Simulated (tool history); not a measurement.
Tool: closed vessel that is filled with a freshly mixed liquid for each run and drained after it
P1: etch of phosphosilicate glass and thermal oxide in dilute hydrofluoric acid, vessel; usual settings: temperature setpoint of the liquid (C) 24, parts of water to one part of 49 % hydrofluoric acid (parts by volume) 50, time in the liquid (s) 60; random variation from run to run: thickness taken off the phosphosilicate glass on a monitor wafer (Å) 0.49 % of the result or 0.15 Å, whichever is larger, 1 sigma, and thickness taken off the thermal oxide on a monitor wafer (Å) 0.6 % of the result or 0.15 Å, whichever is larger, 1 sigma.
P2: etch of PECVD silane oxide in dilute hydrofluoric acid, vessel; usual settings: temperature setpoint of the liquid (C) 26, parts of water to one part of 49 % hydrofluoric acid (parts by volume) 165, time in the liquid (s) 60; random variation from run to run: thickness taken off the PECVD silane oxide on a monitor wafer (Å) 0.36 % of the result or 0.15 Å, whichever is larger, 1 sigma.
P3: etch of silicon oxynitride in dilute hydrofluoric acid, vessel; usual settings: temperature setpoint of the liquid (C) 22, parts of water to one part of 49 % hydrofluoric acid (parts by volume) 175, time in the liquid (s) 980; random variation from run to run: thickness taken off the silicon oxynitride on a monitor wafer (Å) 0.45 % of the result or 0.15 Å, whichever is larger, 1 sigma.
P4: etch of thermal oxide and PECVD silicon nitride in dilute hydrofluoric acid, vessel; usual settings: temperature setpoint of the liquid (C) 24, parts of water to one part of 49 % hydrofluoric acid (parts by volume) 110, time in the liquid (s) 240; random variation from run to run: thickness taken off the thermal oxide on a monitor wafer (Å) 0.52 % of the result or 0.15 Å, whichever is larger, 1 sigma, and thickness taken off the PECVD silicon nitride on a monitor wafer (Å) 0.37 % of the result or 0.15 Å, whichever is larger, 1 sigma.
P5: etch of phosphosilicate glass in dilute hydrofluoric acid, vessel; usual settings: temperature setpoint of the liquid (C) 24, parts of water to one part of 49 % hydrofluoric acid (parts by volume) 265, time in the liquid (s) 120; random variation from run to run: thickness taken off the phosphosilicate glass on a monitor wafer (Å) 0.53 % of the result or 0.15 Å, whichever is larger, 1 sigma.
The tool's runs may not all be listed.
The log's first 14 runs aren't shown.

| run | hour | process that ran | temperature setpoint of the liquid (C) | parts of water to one part of 49 % hydrofluoric acid (parts by volume) | time in the liquid (s) | thickness taken off the phosphosilicate glass on a monitor wafer (Å) | thickness taken off the thermal oxide on a monitor wafer (Å) | thickness taken off the PECVD silane oxide on a monitor wafer (Å) | thickness taken off the silicon oxynitride on a monitor wafer (Å) | thickness taken off the PECVD silicon nitride on a monitor wafer (Å) |
|---|---|---|---|---|---|---|---|---|---|---|
|  | 117.9 | thermometer replaced |
| 15 | 119.1 | P1 | 24 | 50 | 60 | 777.27 | 59.729 |  |  |  |
| 16 | 124.6 | P5 | 17 | 265 | 120 | 315.35 |  |  |  |  |
| 17 | 132.3 | P5 | 24 | 265 | 120 | 406.78 |  |  |  |  |
| 18 | 140.7 | P1 | 32 | 50 | 60 | 1054.2 | 81.367 |  |  |  |
| 19 | 148.2 | P1 | 24 | 50 | 30 | 382.78 | 29.534 |  |  |  |
| 20 | 155.4 | P2 | 26 | 165 | 60 |  |  | 113.24 |  |  |
| 21 | 160.1 | P4 | 24 | 200 | 240 |  | 51.721 |  |  | 69.825 |
| 22 | 167.9 | P3 | 22 | 300 | 980 |  |  |  | 50.2 |  |
| 23 | 173.4 | P1 | 19 | 50 | 60 | 622.04 | 48.277 |  |  |  |
| 24 | 178.6 | P5 | 24 | 70 | 120 | 1932.4 |  |  |  |  |
| 25 | 189 | P3 | 22 | 175 | 1770 |  |  |  | 170.7 |  |
| 26 | 194.6 | P1 | 24 | 85 | 60 | 433.93 | 33.524 |  |  |  |
| 27 | 205.5 | P3 | 30 | 175 | 980 |  |  |  | 134.76 |  |
| 28 | 214.3 | P1 | 24 | 50 | 110 | 1408.2 | 109.6 |  |  |  |
| 29 | 225.1 | P1 | 28 | 70 | 60 | 627.88 | 48.516 |  |  |  |
| 30 | 235.6 | P1 | 24 | 50 | 60 | 766.49 | 59.302 |  |  |  |
| 31 | 244.1 | P2 | 20 | 165 | 60 |  |  | 89.451 |  |  |
| 32 | 249.9 | P1 | 24 | 50 | 60 | 766.42 | 59.943 |  |  |  |
| 33 | 260.2 | P5 | 24 | 265 | 120 | 410.31 |  |  |  |  |
| 34 | 269.2 | P4 | 24 | 110 | 240 |  | 103.19 |  |  | 126.27 |
| 35 | 275.1 | P1 | 24 | 50 | 60 | 766.38 | 59.53 |  |  |  |
| 36 | 282.8 | P1 | 24 | 50 | 60 | 791.21 | 61.668 |  |  |  |

Run 37 comes next. What will it give?
| 37 | 290.9 | P1 | 24 | 50 | 60 | ? | ? |  |  |  |

Run 37 gave thickness taken off the phosphosilicate glass on a monitor wafer (Å) 814.53, thickness taken off the thermal oxide on a monitor wafer (Å) 62.597.

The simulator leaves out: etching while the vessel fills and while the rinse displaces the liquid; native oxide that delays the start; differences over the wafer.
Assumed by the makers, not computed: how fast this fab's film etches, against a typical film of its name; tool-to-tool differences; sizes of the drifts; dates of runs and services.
